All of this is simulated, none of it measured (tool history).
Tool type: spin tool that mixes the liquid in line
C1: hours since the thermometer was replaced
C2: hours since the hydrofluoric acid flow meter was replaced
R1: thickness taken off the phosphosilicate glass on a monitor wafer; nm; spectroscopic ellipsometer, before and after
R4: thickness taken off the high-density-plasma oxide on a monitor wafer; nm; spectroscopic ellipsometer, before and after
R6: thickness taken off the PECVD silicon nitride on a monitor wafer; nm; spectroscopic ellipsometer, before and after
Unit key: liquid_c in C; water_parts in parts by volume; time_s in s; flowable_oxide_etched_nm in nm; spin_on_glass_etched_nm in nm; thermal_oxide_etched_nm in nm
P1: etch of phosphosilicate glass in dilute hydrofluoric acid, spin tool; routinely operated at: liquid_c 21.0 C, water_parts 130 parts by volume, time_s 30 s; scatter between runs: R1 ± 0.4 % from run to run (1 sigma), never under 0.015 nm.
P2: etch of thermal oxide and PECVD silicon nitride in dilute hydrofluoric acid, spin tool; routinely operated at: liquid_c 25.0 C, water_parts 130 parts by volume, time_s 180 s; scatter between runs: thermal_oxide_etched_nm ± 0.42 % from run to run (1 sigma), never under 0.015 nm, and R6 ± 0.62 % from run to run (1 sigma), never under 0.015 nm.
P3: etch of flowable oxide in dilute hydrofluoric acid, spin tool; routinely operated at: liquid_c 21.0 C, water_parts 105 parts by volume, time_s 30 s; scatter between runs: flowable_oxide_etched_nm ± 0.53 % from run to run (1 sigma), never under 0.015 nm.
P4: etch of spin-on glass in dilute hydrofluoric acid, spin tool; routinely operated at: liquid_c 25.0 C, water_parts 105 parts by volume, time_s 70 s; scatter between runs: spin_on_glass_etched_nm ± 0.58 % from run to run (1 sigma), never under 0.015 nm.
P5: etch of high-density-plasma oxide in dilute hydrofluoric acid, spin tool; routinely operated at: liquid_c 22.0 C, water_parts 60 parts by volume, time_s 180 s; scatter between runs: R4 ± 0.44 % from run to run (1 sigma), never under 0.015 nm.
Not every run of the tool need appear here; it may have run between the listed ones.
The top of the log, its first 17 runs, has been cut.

run 18 day=2.946 | process=P1 liquid_c=21.0 water_parts=130 time_s=60 | C1=751.0 C2=1497.2 | R1=37.7410
run 19 day=3.083 | process=P5 liquid_c=22.0 water_parts=60 time_s=180 | C1=754.3 C2=1500.5 | R4=14.7360
run 20 day=3.262 | process=P2 liquid_c=25.0 water_parts=130 time_s=180 | C1=758.6 C2=1504.8 | thermal_oxide_etched_nm=6.2494 R6=4.3438
run 21 day=3.367 | process=P1 liquid_c=21.0 water_parts=130 time_s=30 | C1=761.1 C2=1507.3 | R1=18.8930
run 22 day=3.496 | process=P3 liquid_c=21.0 water_parts=105 time_s=30 | C1=764.2 C2=1510.4 | flowable_oxide_etched_nm=11.888
run 23 day=3.646 | process=P2 liquid_c=25.0 water_parts=80 time_s=180 | C1=767.8 C2=1514.0 | thermal_oxide_etched_nm=10.8300 R6=6.9553
run 24 day=3.871 | process=P4 liquid_c=25.0 water_parts=160 time_s=70 | C1=773.2 C2=1519.4 | spin_on_glass_etched_nm=16.462
run 25 day=4.071 | process=P1 liquid_c=17.0 water_parts=130 time_s=15 | C1=778.0 C2=1524.2 | R1=7.9923
run 26 day=4.271 | process=P3 liquid_c=21.0 water_parts=105 time_s=30 | C1=782.8 C2=1529.0 | flowable_oxide_etched_nm=11.877
run 27 day=4.496 | process=P4 liquid_c=25.0 water_parts=105 time_s=70 | C1=788.2 C2=1534.4 | spin_on_glass_etched_nm=26.985
run 28 day=4.633 | process=P2 liquid_c=19.5 water_parts=130 time_s=180 | C1=791.5 C2=1537.7 | thermal_oxide_etched_nm=4.9997 R6=3.0353
run 29 day=4.762 | process=P2 liquid_c=25.0 water_parts=130 time_s=180 | C1=794.6 C2=1540.8 | thermal_oxide_etched_nm=6.2198 R6=4.2921
run 30 day=4.946 | process=P3 liquid_c=17.0 water_parts=105 time_s=30 | C1=799.0 C2=1545.2 | flowable_oxide_etched_nm=10.071
run 31 day=5.054 | process=P1 liquid_c=21.0 water_parts=130 time_s=30 | C1=801.6 C2=1547.8 | R1=18.8120
run 32 day=5.162 | process=P5 liquid_c=22.0 water_parts=60 time_s=265 | C1=804.2 C2=1550.4 | R4=21.5630
run 33 day=5.371 | process=P5 liquid_c=17.0 water_parts=60 time_s=180 | C1=809.2 C2=1555.4 | R4=11.9670
run 34 day=5.533 | process=P4 liquid_c=17.0 water_parts=105 time_s=70 | C1=813.1 C2=1559.3 | spin_on_glass_etched_nm=19.385

Run 35 is up next; what results do you expect?
run 35 day=5.646 | process=P1 liquid_c=21.0 water_parts=130 time_s=30 | C1=815.8 C2=1562.0 | R1=?

Run 35 came out at R1 18.7900 nm.
